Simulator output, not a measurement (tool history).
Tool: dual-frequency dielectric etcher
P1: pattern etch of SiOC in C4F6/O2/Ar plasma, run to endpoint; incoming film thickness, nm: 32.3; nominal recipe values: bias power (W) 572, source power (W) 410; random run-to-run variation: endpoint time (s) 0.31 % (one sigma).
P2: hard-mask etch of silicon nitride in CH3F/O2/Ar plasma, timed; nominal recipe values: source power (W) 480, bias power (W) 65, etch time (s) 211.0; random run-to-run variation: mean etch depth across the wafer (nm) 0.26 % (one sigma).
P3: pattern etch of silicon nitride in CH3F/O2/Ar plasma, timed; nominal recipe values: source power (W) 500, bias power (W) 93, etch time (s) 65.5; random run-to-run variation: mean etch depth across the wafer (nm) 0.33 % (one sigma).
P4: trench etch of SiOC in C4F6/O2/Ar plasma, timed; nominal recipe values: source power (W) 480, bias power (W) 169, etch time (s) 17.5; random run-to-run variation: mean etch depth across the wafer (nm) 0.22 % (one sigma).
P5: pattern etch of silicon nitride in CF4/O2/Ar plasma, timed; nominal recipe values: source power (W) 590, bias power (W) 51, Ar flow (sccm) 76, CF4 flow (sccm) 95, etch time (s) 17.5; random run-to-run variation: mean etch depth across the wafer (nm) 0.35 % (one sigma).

| run | hour | process that ran | bias power (W) | source power (W) | Ar flow (sccm) | CF4 flow (sccm) | etch time (s) | hours since the last wet clean | hours since the last bias power generator calibration | hours since the last source power generator calibration | endpoint time (s) | mean etch depth across the wafer (nm) |
|---|---|---|---|---|---|---|---|---|---|---|---|---|
| 1 | 3.6 | P1 | 572 | 410 |  |  |  | 287.1 | 2692.0 | 3767.4 | 9.9934 |  |
| 2 | 10.0 | P5 | 51 | 590 | 76 | 120 | 17.5 | 293.5 | 2698.4 | 3773.8 |  | 41.656 |
| 3 | 18.1 | P5 | 51 | 590 | 91 | 95 | 17.5 | 301.6 | 2706.5 | 3781.9 |  | 39.498 |
| 4 | 25.6 | P1 | 572 | 330 |  |  |  | 309.1 | 2714.0 | 3789.4 | 10.7750 |  |
| 5 | 33.3 | P1 | 572 | 410 |  |  |  | 316.8 | 2721.7 | 3797.1 | 9.9418 |  |
| 6 | 40.6 | P4 | 169 | 480 |  |  | 17.5 | 324.1 | 2729.0 | 3804.4 |  | 39.743 |
| 7 | 44.2 | P1 | 690 | 520 |  |  |  | 327.7 | 2732.6 | 3808.0 | 8.4914 |  |
| 8 | 49.3 | P5 | 51 | 590 | 76 | 95 | 17.5 | 332.8 | 2737.7 | 3813.1 |  | 40.601 |
| 9 | 55.2 | P2 | 65 | 480 |  |  | 271.5 | 338.7 | 2743.6 | 3819.0 |  | 192.000 |
| 10 | 61.0 | P1 | 423 | 570 |  |  |  | 344.5 | 2749.4 | 3824.8 | 9.8087 |  |
| 11 | 64.8 | P5 | 51 | 590 | 76 | 95 | 17.5 | 348.3 | 2753.2 | 3828.6 |  | 40.714 |
| 12 | 70.9 | P3 | 127 | 500 |  |  | 65.5 | 354.4 | 2759.3 | 3834.7 |  | 59.476 |
| 13 | 75.3 | P1 | 572 | 410 |  |  |  | 358.8 | 2763.7 | 3839.1 | 9.9172 |  |
| 14 | 82.5 | P5 | 71 | 590 | 76 | 95 | 17.5 | 366.0 | 2770.9 | 3846.3 |  | 45.927 |
| 15 | 86.4 | P5 | 51 | 440 | 76 | 95 | 17.5 | 369.9 | 2774.8 | 3850.2 |  | 31.327 |
| 16 | 93.1 | P4 | 232 | 480 |  |  | 17.5 | 376.6 | 2781.5 | 3856.9 |  | 44.125 |
| 17 | 97.7 | P2 | 65 | 290 |  |  | 211.0 | 381.2 | 2786.1 | 3861.5 |  | 123.080 |
| 18 | 105.5 | P1 | 572 | 410 |  |  |  | 389.0 | 2793.9 | 3869.3 | 9.9529 |  |
| 19 | 110.7 | P2 | 50 | 480 |  |  | 211.0 | 394.2 | 2799.1 | 3874.5 |  | 137.180 |
| 20 | 117.7 | P1 | 572 | 530 |  |  |  | 401.2 | 2806.1 | 3881.5 | 8.9739 |  |
| 21 | 123.0 | P4 | 169 | 360 |  |  | 17.5 | 406.5 | 2811.4 | 3886.8 |  | 35.443 |
| 22 | 129.5 | P4 | 169 | 480 |  |  | 22.5 | 413.0 | 2817.9 | 3893.3 |  | 50.889 |
| 23 | 134.8 | P1 | 572 | 410 |  |  |  | 418.3 | 2823.2 | 3898.6 | 9.9535 |  |
| 24 | 138.4 | P1 | 797 | 540 |  |  |  | 421.9 | 2826.8 | 3902.2 | 7.9061 |  |
| 25 | 143.6 | P1 | 572 | 410 |  |  |  | 427.1 | 2832.0 | 3907.4 | 9.9354 |  |
| 26 | 149.9 | P1 | 383 | 410 |  |  |  | 433.4 | 2838.3 | 3913.7 | 11.5270 |  |
| 27 | 156.4 | P4 | 169 | 480 |  |  | 17.5 | 439.9 | 2844.8 | 3920.2 |  | 39.773 |
| 28 | 163.6 | P3 | 93 | 620 |  |  | 65.5 | 447.1 | 2852.0 | 3927.4 |  | 57.949 |
| 29 | 168.2 | P3 | 93 | 500 |  |  | 65.5 | 451.7 | 2856.6 | 3932.0 |  | 53.243 |
| 30 | 172.7 | P3 | 93 | 500 |  |  | 95.5 | 456.2 | 2861.1 | 3936.5 |  | 77.592 |
| 31 | 179.3 | P2 | 65 | 480 |  |  | 211.0 | 462.8 | 2867.7 | 3943.1 |  | 148.630 |
| 32 | 185.3 | P1 | 728 | 410 |  |  |  | 468.8 | 2873.7 | 3949.1 | 9.0350 |  |
| 33 | 190.7 | P1 | 572 | 410 |  |  |  | 474.2 | 2879.1 | 3954.5 | 9.9240 |  |
| 34 | 198.3 | P5 | 51 | 590 | 76 | 95 | 12.0 | 481.8 | 2886.7 | 3962.1 |  | 27.718 |
| 35 | 206.2 | P1 | 572 | 410 |  |  |  | 489.7 | 2894.6 | 3970.0 | 9.9703 |  |
| 36 | 213.7 | P1 | 572 | 410 |  |  |  | 497.2 | 2902.1 | 3977.5 | 10.0000 |  |
| 37 | 220.6 | P1 | 572 | 410 |  |  |  | 504.1 | 2909.0 | 3984.4 | 10.0320 |  |
|  | 220.8 | wet clean of the chamber |
| 38 | 227.6 | P1 | 572 | 410 |  |  |  | 6.9 | 2916.0 | 3991.4 | 10.0400 |  |
| 39 | 233.8 | P1 | 572 | 410 |  |  |  | 13.1 | 2922.2 | 3997.6 | 10.1260 |  |
| 40 | 238.0 | P1 | 572 | 410 |  |  |  | 17.3 | 2926.4 | 4001.8 | 10.0790 |  |
| 41 | 245.2 | P1 | 572 | 410 |  |  |  | 24.5 | 2933.6 | 4009.0 | 10.1290 |  |

What P1 gives has crept away from where it was. These 2 causes fit the log equally well, each at the size given:
A: bias power that arrives under what is set, % = 4
B: source power that arrives under what is set, % = 4.13
The drift started at roughly hour 206.2.
Every other cause this tool's parts could produce, and why it does not fit the log:
chamber walls in a state that lowers the etch rate, %: work on it at hour 220.8, done after the drift set in, did not restore what the process gave before

Of the 4 check runs below, each run on 2 wafers with the results averaged and each result still a question mark, which one would tell the listed causes apart?
| check 1 | 252.4 | P3 | 93 | 500 |  |  | 77.5 |  |  |  |  | ? |
| check 2 | 252.4 | P2 | 65 | 310 |  |  | 211.0 |  |  |  |  | ? |
| check 3 | 252.4 | P5 | 51 | 590 | 76 | 95 | 13.0 |  |  |  |  | ? |
| check 4 | 252.4 | P4 | 205 | 410 |  |  | 17.5 |  |  |  |  | ? |

Expected result of each check under each candidate cause:
| check | result | if A | if B |
|---|---|---|---|
| check 1 | mean etch depth across the wafer (nm) | 62.165 | 62.081 |
| check 2 | mean etch depth across the wafer (nm) | 124.120 | 123.860 |
| check 3 | mean etch depth across the wafer (nm) | 29.667 | 29.014 |
| check 4 | mean etch depth across the wafer (nm) | 39.163 | 39.042 |
Smallest distance between any two causes, each pair judged by its most separating result, in per cent: check 1 0.13 %; check 2 0.21 %; check 3 2.22 %; check 4 0.31 %
Only check 3 tells the causes apart: in the others they would give nearly the same result.

Check 3 has now been run. It gave: mean etch depth across the wafer (nm) 29.831. Which of the candidate causes is it?

A is the cause: bias power that arrives under what is set, %.
